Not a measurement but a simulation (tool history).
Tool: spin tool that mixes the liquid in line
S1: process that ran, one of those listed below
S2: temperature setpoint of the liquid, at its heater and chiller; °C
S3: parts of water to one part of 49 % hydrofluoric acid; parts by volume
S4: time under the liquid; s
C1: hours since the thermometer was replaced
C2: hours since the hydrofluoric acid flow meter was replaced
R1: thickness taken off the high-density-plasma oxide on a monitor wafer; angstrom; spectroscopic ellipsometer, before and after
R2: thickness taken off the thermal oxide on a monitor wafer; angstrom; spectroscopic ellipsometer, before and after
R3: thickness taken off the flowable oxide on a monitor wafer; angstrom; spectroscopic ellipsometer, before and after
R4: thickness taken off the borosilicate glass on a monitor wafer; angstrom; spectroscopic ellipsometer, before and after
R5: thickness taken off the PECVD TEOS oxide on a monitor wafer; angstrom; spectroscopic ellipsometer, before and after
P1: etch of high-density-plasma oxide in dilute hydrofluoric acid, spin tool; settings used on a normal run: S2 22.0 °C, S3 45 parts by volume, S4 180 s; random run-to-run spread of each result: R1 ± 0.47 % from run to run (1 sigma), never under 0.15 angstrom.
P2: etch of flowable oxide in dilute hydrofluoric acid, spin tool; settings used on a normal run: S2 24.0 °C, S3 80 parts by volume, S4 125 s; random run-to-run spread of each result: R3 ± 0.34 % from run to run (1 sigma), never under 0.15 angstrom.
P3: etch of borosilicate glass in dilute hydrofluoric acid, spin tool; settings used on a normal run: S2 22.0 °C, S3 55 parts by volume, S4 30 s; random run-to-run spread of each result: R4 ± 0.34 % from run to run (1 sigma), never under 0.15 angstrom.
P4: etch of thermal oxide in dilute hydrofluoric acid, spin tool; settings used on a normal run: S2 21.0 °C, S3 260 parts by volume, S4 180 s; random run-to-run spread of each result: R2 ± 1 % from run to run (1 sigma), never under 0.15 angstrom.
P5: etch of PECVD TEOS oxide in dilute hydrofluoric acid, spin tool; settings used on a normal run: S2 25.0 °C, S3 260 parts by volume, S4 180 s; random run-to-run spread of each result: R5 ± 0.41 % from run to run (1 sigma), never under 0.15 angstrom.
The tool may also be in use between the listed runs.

run     day  S1    S2   S3   S4      C1     C2      R1        R2       R3      R4       R5
  1   0.388  P1  22.0   45  180  1123.6  192.6  347.48
  2   0.983  P4  21.0  260  180  1137.9  206.9           25.5840
  3   1.692  P1  17.0   45  305  1154.9  223.9  474.35
  4   2.350  P2  24.0   80  125  1170.7  239.7                     542.11
  5   2.788  P4  21.0  260  180  1181.2  250.2           25.7150
  6   3.242  P1  18.0   45  180  1192.1  261.1  293.27
  7   3.754  P3  22.0   55   30  1204.4  273.4                             247.47
  8   4.354  P2  24.0   80  240  1218.8  287.8                    1032.60
  9   5.050  P4  21.0  260   15  1235.5  304.5            2.0638
 10   5.762  P1  28.5   45  180  1252.6  321.6  456.28
 11   6.538  P5  25.0  260  180  1271.2  340.2                                      78.544
 12   7.017  P1  22.0   30  180  1282.7  351.7  535.08
 13   7.525  P2  32.0   80  125  1294.9  363.9                     738.57
 14   7.929  P1  22.0   45   60  1304.6  373.6  116.14
 15   8.542  P1  22.0   45  180  1319.3  388.3  346.30
 16   9.017  P5  32.5  260  180  1330.7  399.7                                     101.380
 17   9.754  P1  22.0   45  180  1348.4  417.4  349.01
 18  10.429  P1  22.0   45  180  1364.6  433.6  350.87
 19  10.896  P2  24.0   80  125  1375.8  444.8                     538.85
 20  11.604  P1  22.0   45  180  1392.8  461.8  348.12
 21  12.129  P1  22.0   60  180  1405.4  474.4  259.26
 22  12.625  P1  22.0   45  340  1417.3  486.3  660.67
 23  13.221  P1  22.0   45  180  1431.6  500.6  346.84
 24  14.000  P3  22.0   55   15  1450.3  519.3                             124.18
 25  14.662  P3  17.0   55   30  1466.2  535.2                             199.57
 26  15.200  P1  22.0   30   80  1479.1  548.1  236.35
 27  15.862  P4  21.0   60  180  1495.0  564.0          135.7700
 28  16.567  P2  24.0   20  125  1511.9  580.9                    2337.00
 29  17.238  P1  22.0   30  255  1528.0  597.0  753.73
 30  17.733  P3  22.0   20   30  1539.9  608.9                             708.91

Run 31 comes next. What will it give?
 31  18.483  P5  25.0  260  60  1557.9  626.9                   ?

R5: 26.313 angstrom
